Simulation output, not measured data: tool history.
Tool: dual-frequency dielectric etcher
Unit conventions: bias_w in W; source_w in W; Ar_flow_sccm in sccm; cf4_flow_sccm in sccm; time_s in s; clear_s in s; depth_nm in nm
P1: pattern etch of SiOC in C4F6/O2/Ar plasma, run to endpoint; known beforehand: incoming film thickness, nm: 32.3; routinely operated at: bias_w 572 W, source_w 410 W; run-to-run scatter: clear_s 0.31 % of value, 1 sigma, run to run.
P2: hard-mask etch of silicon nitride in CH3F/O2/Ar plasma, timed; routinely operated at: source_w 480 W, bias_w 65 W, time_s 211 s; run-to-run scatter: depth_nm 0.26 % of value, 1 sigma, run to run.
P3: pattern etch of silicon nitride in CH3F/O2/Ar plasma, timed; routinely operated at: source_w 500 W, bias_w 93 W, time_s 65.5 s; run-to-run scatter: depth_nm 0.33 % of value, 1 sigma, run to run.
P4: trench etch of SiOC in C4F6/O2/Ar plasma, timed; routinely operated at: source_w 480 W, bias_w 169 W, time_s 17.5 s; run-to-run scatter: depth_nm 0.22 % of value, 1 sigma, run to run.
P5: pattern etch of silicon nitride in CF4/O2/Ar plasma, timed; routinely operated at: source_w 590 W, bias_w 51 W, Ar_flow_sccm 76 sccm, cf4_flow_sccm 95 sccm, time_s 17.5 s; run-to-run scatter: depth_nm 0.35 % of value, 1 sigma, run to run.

run,hour,process,bias_w,source_w,Ar_flow_sccm,cf4_flow_sccm,time_s,hours since the last wet clean,hours since the last bias power generator calibration,hours since the last source power generator calibration,clear_s,depth_nm
1,3.6,P1,572,410,,,,287.1,2692,3767.4,9.9934,
2,10,P5,51,590,76,120,17.5,293.5,2698.4,3773.8,,41.656
3,18.1,P5,51,590,91,95,17.5,301.6,2706.5,3781.9,,39.498
4,25.6,P1,572,330,,,,309.1,2714,3789.4,10.775,
5,33.3,P1,572,410,,,,316.8,2721.7,3797.1,9.9418,
6,40.6,P4,169,480,,,17.5,324.1,2729,3804.4,,39.743
7,44.2,P1,690,520,,,,327.7,2732.6,3808,8.4914,
8,49.3,P5,51,590,76,95,17.5,332.8,2737.7,3813.1,,40.601
9,55.2,P2,65,480,,,271.5,338.7,2743.6,3819,,192
10,61,P1,423,570,,,,344.5,2749.4,3824.8,9.8087,
11,64.8,P5,51,590,76,95,17.5,348.3,2753.2,3828.6,,40.714
12,70.9,P3,127,500,,,65.5,354.4,2759.3,3834.7,,59.476
13,75.3,P1,572,410,,,,358.8,2763.7,3839.1,9.9172,
14,82.5,P5,71,590,76,95,17.5,366,2770.9,3846.3,,45.927
15,86.4,P5,51,440,76,95,17.5,369.9,2774.8,3850.2,,31.327
16,93.1,P4,232,480,,,17.5,376.6,2781.5,3856.9,,44.125
17,97.7,P2,65,290,,,211,381.2,2786.1,3861.5,,123.08
18,105.5,P1,572,410,,,,389,2793.9,3869.3,9.9529,
19,110.7,P2,50,480,,,211,394.2,2799.1,3874.5,,137.18
20,117.7,P1,572,530,,,,401.2,2806.1,3881.5,8.9739,
21,123,P4,169,360,,,17.5,406.5,2811.4,3886.8,,35.443
22,129.5,P4,169,480,,,22.5,413,2817.9,3893.3,,50.889
23,134.8,P1,572,410,,,,418.3,2823.2,3898.6,9.9535,
24,138.4,P1,797,540,,,,421.9,2826.8,3902.2,7.9061,
25,143.6,P1,572,410,,,,427.1,2832,3907.4,9.9354,

Run 26 has not been measured yet. What should we expect?
26,149.9,P1,383,410,,,,433.4,2838.3,3913.7,?,

Run 26 gave clear_s 11.527 s.
